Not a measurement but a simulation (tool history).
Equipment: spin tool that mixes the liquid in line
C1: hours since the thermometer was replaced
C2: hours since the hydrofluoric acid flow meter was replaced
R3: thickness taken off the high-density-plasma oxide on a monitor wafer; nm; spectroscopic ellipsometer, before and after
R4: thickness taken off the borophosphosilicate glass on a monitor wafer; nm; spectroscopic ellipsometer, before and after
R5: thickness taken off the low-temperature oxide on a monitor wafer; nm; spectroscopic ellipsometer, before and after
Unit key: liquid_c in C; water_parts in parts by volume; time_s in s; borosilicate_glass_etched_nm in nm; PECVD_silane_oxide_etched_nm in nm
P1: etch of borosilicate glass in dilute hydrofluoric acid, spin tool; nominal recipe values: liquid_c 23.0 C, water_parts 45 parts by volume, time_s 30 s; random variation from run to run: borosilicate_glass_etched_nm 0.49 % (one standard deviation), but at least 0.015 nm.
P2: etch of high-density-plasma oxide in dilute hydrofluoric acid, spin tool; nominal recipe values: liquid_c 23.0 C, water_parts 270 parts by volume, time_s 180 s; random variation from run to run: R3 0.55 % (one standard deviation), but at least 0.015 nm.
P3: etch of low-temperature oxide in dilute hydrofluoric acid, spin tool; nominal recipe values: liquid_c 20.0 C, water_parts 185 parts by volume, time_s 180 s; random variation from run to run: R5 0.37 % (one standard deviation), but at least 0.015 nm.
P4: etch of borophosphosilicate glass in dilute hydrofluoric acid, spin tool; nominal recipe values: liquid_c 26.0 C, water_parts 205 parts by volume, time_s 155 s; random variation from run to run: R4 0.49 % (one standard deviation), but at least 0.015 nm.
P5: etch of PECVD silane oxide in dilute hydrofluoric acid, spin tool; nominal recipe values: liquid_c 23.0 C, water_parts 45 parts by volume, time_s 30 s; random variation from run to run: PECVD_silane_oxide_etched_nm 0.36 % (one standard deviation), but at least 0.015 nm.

Run 1, hour 8.0: process P1, liquid_c 23.0 C, water_parts 45 parts by volume, time_s 30 s; C1 661.8; C2 828.6. Result: borosilicate_glass_etched_nm 36.423 nm.
Run 2, hour 12.8: process P5, liquid_c 23.0 C, water_parts 20 parts by volume, time_s 30 s; C1 666.6; C2 833.4. Result: PECVD_silane_oxide_etched_nm 32.0060 nm.
Run 3, hour 20.0: process P5, liquid_c 23.0 C, water_parts 45 parts by volume, time_s 30 s; C1 673.8; C2 840.6. Result: PECVD_silane_oxide_etched_nm 13.8080 nm.
Run 4, hour 24.1: process P2, liquid_c 17.5 C, water_parts 270 parts by volume, time_s 180 s; C1 677.9; C2 844.7. Result: R3 3.7258 nm.
Run 5, hour 30.3: process P2, liquid_c 23.0 C, water_parts 490 parts by volume, time_s 180 s; C1 684.1; C2 850.9. Result: R3 2.0717 nm.
Run 6, hour 36.6: process P1, liquid_c 23.0 C, water_parts 75 parts by volume, time_s 55 s; C1 690.4; C2 857.2. Result: borosilicate_glass_etched_nm 38.130 nm.
Run 7, hour 42.6: process P1, liquid_c 23.0 C, water_parts 45 parts by volume, time_s 30 s; C1 696.4; C2 863.2. Result: borosilicate_glass_etched_nm 35.949 nm.
Run 8, hour 46.9: process P4, liquid_c 18.0 C, water_parts 205 parts by volume, time_s 155 s; C1 700.7; C2 867.5. Result: R4 15.0100 nm.
Run 9, hour 54.7: process P1, liquid_c 23.0 C, water_parts 45 parts by volume, time_s 30 s; C1 708.5; C2 875.3. Result: borosilicate_glass_etched_nm 36.106 nm.
Run 10, hour 61.0: process P3, liquid_c 20.0 C, water_parts 185 parts by volume, time_s 15 s; C1 714.8; C2 881.6. Result: R5 1.2596 nm.
Run 11, hour 68.9: process P3, liquid_c 20.0 C, water_parts 185 parts by volume, time_s 180 s; C1 722.7; C2 889.5. Result: R5 14.8870 nm.
Run 12, hour 74.6: process P4, liquid_c 26.0 C, water_parts 90 parts by volume, time_s 155 s; C1 728.4; C2 895.2. Result: R4 52.7130 nm.
Run 13, hour 81.6: process P5, liquid_c 23.0 C, water_parts 45 parts by volume, time_s 30 s; C1 735.4; C2 902.2. Result: PECVD_silane_oxide_etched_nm 13.7860 nm.
Run 14, hour 88.3: process P1, liquid_c 23.0 C, water_parts 75 parts by volume, time_s 15 s; C1 742.1; C2 908.9. Result: borosilicate_glass_etched_nm 10.454 nm.
At hour 93.0: hydrofluoric acid flow meter replaced.
Run 15, hour 94.4: process P1, liquid_c 17.5 C, water_parts 45 parts by volume, time_s 30 s; C1 748.2; C2 1.5. Result: borosilicate_glass_etched_nm 28.625 nm.
Run 16, hour 102.1: process P4, liquid_c 26.0 C, water_parts 205 parts by volume, time_s 155 s; C1 755.9; C2 9.2. Result: R4 20.1810 nm.
Run 17, hour 107.2: process P1, liquid_c 23.0 C, water_parts 75 parts by volume, time_s 30 s; C1 761.0; C2 14.3. Result: borosilicate_glass_etched_nm 20.847 nm.
Run 18, hour 114.3: process P1, liquid_c 23.0 C, water_parts 45 parts by volume, time_s 50 s; C1 768.1; C2 21.4. Result: borosilicate_glass_etched_nm 60.478 nm.
Run 19, hour 118.4: process P2, liquid_c 23.0 C, water_parts 270 parts by volume, time_s 180 s; C1 772.2; C2 25.5. Result: R3 4.5395 nm.
Run 20, hour 122.1: process P1, liquid_c 23.0 C, water_parts 45 parts by volume, time_s 30 s; C1 775.9; C2 29.2. Result: borosilicate_glass_etched_nm 35.951 nm.
Run 21, hour 129.6: process P5, liquid_c 23.0 C, water_parts 45 parts by volume, time_s 15 s; C1 783.4; C2 36.7. Result: PECVD_silane_oxide_etched_nm 6.8764 nm.
Run 22, hour 136.6: process P1, liquid_c 23.0 C, water_parts 45 parts by volume, time_s 30 s; C1 790.4; C2 43.7. Result: borosilicate_glass_etched_nm 36.005 nm.
Run 23, hour 141.1: process P1, liquid_c 23.0 C, water_parts 45 parts by volume, time_s 15 s; C1 794.9; C2 48.2. Result: borosilicate_glass_etched_nm 17.902 nm.
Run 24, hour 149.2: process P2, liquid_c 23.0 C, water_parts 270 parts by volume, time_s 180 s; C1 803.0; C2 56.3. Result: R3 4.5359 nm.
Run 25, hour 153.8: process P3, liquid_c 17.0 C, water_parts 185 parts by volume, time_s 180 s; C1 807.6; C2 60.9. Result: R5 13.2900 nm.
Run 26, hour 159.6: process P1, liquid_c 27.5 C, water_parts 45 parts by volume, time_s 30 s; C1 813.4; C2 66.7. Result: borosilicate_glass_etched_nm 43.404 nm.
Run 27, hour 165.3: process P3, liquid_c 20.0 C, water_parts 35 parts by volume, time_s 180 s; C1 819.1; C2 72.4. Result: R5 92.2000 nm.
Run 28, hour 169.7: process P4, liquid_c 26.0 C, water_parts 205 parts by volume, time_s 40 s; C1 823.5; C2 76.8. Result: R4 5.2199 nm.
Run 29, hour 177.9: process P5, liquid_c 28.0 C, water_parts 45 parts by volume, time_s 30 s; C1 831.7; C2 85.0. Result: PECVD_silane_oxide_etched_nm 16.9230 nm.
Run 30, hour 183.5: process P2, liquid_c 23.0 C, water_parts 270 parts by volume, time_s 345 s; C1 837.3; C2 90.6. Result: R3 8.7271 nm.
Run 31, hour 189.2: process P1, liquid_c 23.0 C, water_parts 30 parts by volume, time_s 30 s; C1 843.0; C2 96.3. Result: borosilicate_glass_etched_nm 54.725 nm.
Run 32, hour 197.1: process P1, liquid_c 23.0 C, water_parts 45 parts by volume, time_s 30 s; C1 850.9; C2 104.2. Result: borosilicate_glass_etched_nm 35.830 nm.
Run 33, hour 201.7: process P1, liquid_c 23.0 C, water_parts 45 parts by volume, time_s 30 s; C1 855.5; C2 108.8. Result: borosilicate_glass_etched_nm 34.924 nm.
Run 34, hour 208.3: process P1, liquid_c 23.0 C, water_parts 45 parts by volume, time_s 30 s; C1 862.1; C2 115.4. Result: borosilicate_glass_etched_nm 33.657 nm.
Run 35, hour 214.6: process P1, liquid_c 23.0 C, water_parts 45 parts by volume, time_s 30 s; C1 868.4; C2 121.7. Result: borosilicate_glass_etched_nm 33.406 nm.
Run 36, hour 221.7: process P1, liquid_c 23.0 C, water_parts 45 parts by volume, time_s 30 s; C1 875.5; C2 128.8. Result: borosilicate_glass_etched_nm 33.119 nm.
Run 37, hour 225.5: process P1, liquid_c 23.0 C, water_parts 45 parts by volume, time_s 30 s; C1 879.3; C2 132.6. Result: borosilicate_glass_etched_nm 32.880 nm.
Run 38, hour 230.3: process P1, liquid_c 23.0 C, water_parts 45 parts by volume, time_s 30 s; C1 884.1; C2 137.4. Result: borosilicate_glass_etched_nm 32.983 nm.
Run 39, hour 234.7: process P1, liquid_c 23.0 C, water_parts 45 parts by volume, time_s 30 s; C1 888.5; C2 141.8. Result: borosilicate_glass_etched_nm 32.510 nm.

What P1 gives has crept away from where it was. These 2 causes fit the log equally well, each at the size given:
A: hydrofluoric acid flow below the setpoint (%) = 8.73
B: liquid colder than its thermometer reads (K) = 2.31
The gradual shift began around hour 197.1.

The check runs listed below each take one wafer, and their results are still question marks. Under which run would the listed causes lead to clearly different results?
Run check 1, hour 239.1: process P3, liquid_c 20.0 C, water_parts 80 parts by volume, time_s 50 s. Result: R5 ?.
Run check 2, hour 239.1: process P4, liquid_c 26.0 C, water_parts 90 parts by volume, time_s 155 s. Result: R4 ?.
Run check 3, hour 239.1: process P2, liquid_c 23.0 C, water_parts 480 parts by volume, time_s 300 s. Result: R3 ?.
Run check 4, hour 239.1: process P5, liquid_c 23.0 C, water_parts 25 parts by volume, time_s 15 s. Result: PECVD_silane_oxide_etched_nm ?.

Expected result of each check under each candidate cause:
  check                        result     if A     if B
check 1                            R5   9.6818   9.7109
check 2                            R4  47.6350  48.1630
check 3                            R3   3.1003   3.2711
check 4  PECVD_silane_oxide_etched_nm  11.5700  11.5220
Minimum pairwise separation of causes per check, each pair taken at its best-separating result: check 1 0.3 %; check 2 1.1 %; check 3 5.36 %; check 4 0.42 %
The other checks would show nearly matching results whichever cause is true, so check 3 is the only one that separates the causes.

Then check 3 was run and gave: R3 3.2867 nm. Which cause is it?

It is B: liquid colder than its thermometer reads (K).
